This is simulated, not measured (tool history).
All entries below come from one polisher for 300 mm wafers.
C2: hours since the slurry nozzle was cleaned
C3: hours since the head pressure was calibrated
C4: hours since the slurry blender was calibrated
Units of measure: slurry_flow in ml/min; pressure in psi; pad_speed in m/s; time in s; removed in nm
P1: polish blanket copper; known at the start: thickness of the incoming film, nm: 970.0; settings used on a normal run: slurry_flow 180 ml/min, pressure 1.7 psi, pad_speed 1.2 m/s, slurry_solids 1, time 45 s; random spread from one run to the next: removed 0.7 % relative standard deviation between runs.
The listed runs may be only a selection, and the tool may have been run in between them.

Run 1, hour 3.8: slurry_flow 180 ml/min, pressure 1.7 psi, pad_speed 1.2 m/s, slurry_solids 1, time 45 s; wafers polished on this pad 443; C2 188.9; C3 530.8; C4 155.5. Result: removed 94.829 nm.
Run 2, hour 7.1: slurry_flow 180 ml/min, pressure 1.7 psi, pad_speed 1.2 m/s, slurry_solids 1, time 45 s; wafers polished on this pad 474; C2 192.2; C3 534.1; C4 158.8. Result: removed 94.572 nm.
Run 3, hour 9.1: slurry_flow 180 ml/min, pressure 1.7 psi, pad_speed 1.2 m/s, slurry_solids 1, time 45 s; wafers polished on this pad 492; C2 194.2; C3 536.1; C4 160.8. Result: removed 95.694 nm.
Run 4, hour 13: slurry_flow 180 ml/min, pressure 1.7 psi, pad_speed 1.84 m/s, slurry_solids 1, time 45 s; wafers polished on this pad 527; C2 198.1; C3 540; C4 164.7. Result: removed 145.04 nm.
Run 5, hour 16.4: slurry_flow 180 ml/min, pressure 1.7 psi, pad_speed 1.2 m/s, slurry_solids 0.6, time 45 s; wafers polished on this pad 558; C2 201.5; C3 543.4; C4 168.1. Result: removed 84.9 nm.
Run 6, hour 20: slurry_flow 180 ml/min, pressure 1.7 psi, pad_speed 1.2 m/s, slurry_solids 1, time 45 s; wafers polished on this pad 591; C2 205.1; C3 547; C4 171.7. Result: removed 94.148 nm.
Run 7, hour 23.3: slurry_flow 180 ml/min, pressure 1.7 psi, pad_speed 1.2 m/s, slurry_solids 1, time 45 s; wafers polished on this pad 622; C2 208.4; C3 550.3; C4 175. Result: removed 93.999 nm.
Run 8, hour 26.4: slurry_flow 230 ml/min, pressure 1.7 psi, pad_speed 1.2 m/s, slurry_solids 1, time 45 s; wafers polished on this pad 650; C2 211.5; C3 553.4; C4 178.1. Result: removed 97.85 nm.
Run 9, hour 29: slurry_flow 180 ml/min, pressure 2.7 psi, pad_speed 1.2 m/s, slurry_solids 1, time 45 s; wafers polished on this pad 674; C2 214.1; C3 556; C4 180.7. Result: removed 151.1 nm.
Run 10, hour 33.3: slurry_flow 180 ml/min, pressure 1.7 psi, pad_speed 1.2 m/s, slurry_solids 1, time 28 s; wafers polished on this pad 713; C2 218.4; C3 560.3; C4 185. Result: removed 59.665 nm.
Run 11, hour 36.9: slurry_flow 180 ml/min, pressure 1.7 psi, pad_speed 1.2 m/s, slurry_solids 1, time 71 s; wafers polished on this pad 746; C2 222; C3 563.9; C4 188.6. Result: removed 149.59 nm.
Run 12, hour 40.5: slurry_flow 180 ml/min, pressure 1.7 psi, pad_speed 0.58 m/s, slurry_solids 1, time 45 s; wafers polished on this pad 779; C2 225.6; C3 567.5; C4 192.2. Result: removed 46.189 nm.
Run 13, hour 44.1: slurry_flow 180 ml/min, pressure 1.7 psi, pad_speed 1.2 m/s, slurry_solids 1.5, time 45 s; wafers polished on this pad 812; C2 229.2; C3 571.1; C4 195.8. Result: removed 103.57 nm.
Run 14, hour 47.4: slurry_flow 180 ml/min, pressure 1 psi, pad_speed 1.2 m/s, slurry_solids 1, time 45 s; wafers polished on this pad 842; C2 232.5; C3 574.4; C4 199.1. Result: removed 55.496 nm.
Run 15, hour 51.9: slurry_flow 110 ml/min, pressure 1.7 psi, pad_speed 1.2 m/s, slurry_solids 0.6, time 45 s; wafers polished on this pad 883; C2 237; C3 578.9; C4 203.6. Result: removed 78.312 nm.
Run 16, hour 54.6: slurry_flow 110 ml/min, pressure 1.7 psi, pad_speed 1.2 m/s, slurry_solids 1, time 45 s; wafers polished on this pad 907; C2 239.7; C3 581.6; C4 206.3. Result: removed 85.881 nm.
Run 17, hour 58.5: slurry_flow 180 ml/min, pressure 1.7 psi, pad_speed 1.2 m/s, slurry_solids 1, time 45 s; wafers polished on this pad 943; C2 243.6; C3 585.5; C4 210.2. Result: removed 93.995 nm.
Run 18, hour 60.5: slurry_flow 180 ml/min, pressure 1.7 psi, pad_speed 1.2 m/s, slurry_solids 1, time 45 s; wafers polished on this pad 961; C2 245.6; C3 587.5; C4 212.2. Result: removed 94.003 nm.
Run 19, hour 64.5: slurry_flow 180 ml/min, pressure 1.7 psi, pad_speed 1.2 m/s, slurry_solids 1, time 45 s; wafers polished on this pad 998; C2 249.6; C3 591.5; C4 216.2. Result: removed 91.109 nm.
Run 20, hour 68.2: slurry_flow 180 ml/min, pressure 1.7 psi, pad_speed 1.2 m/s, slurry_solids 1, time 45 s; wafers polished on this pad 1032; C2 253.3; C3 595.2; C4 219.9. Result: removed 91.424 nm.
Run 21, hour 71.1: slurry_flow 180 ml/min, pressure 1.7 psi, pad_speed 1.2 m/s, slurry_solids 1, time 45 s; wafers polished on this pad 1058; C2 256.2; C3 598.1; C4 222.8. Result: removed 90.564 nm.
At hour 72.5: slurry blender recalibrated.
Run 22, hour 74.1: slurry_flow 180 ml/min, pressure 1.7 psi, pad_speed 1.2 m/s, slurry_solids 1, time 45 s; wafers polished on this pad 1086; C2 259.2; C3 601.1; C4 1.7. Result: removed 90.854 nm.
At hour 74.7: head pressure recalibrated.
Run 23, hour 78.1: slurry_flow 180 ml/min, pressure 1.7 psi, pad_speed 1.2 m/s, slurry_solids 1, time 45 s; wafers polished on this pad 1122; C2 263.2; C3 3.4; C4 5.7. Result: removed 90.636 nm.
Run 24, hour 81.2: slurry_flow 180 ml/min, pressure 1.7 psi, pad_speed 1.2 m/s, slurry_solids 1, time 45 s; wafers polished on this pad 1150; C2 266.3; C3 6.5; C4 8.8. Result: removed 89.793 nm.

Run 25 comes next. What will it give?
Run 25, hour 85.3: slurry_flow 180 ml/min, pressure 1.7 psi, pad_speed 1.2 m/s, slurry_solids 1, time 45 s; wafers polished on this pad 1188; C2 270.4; C3 10.6; C4 12.9. Result: removed ?.

{"run 25": {"removed": 90.065}}
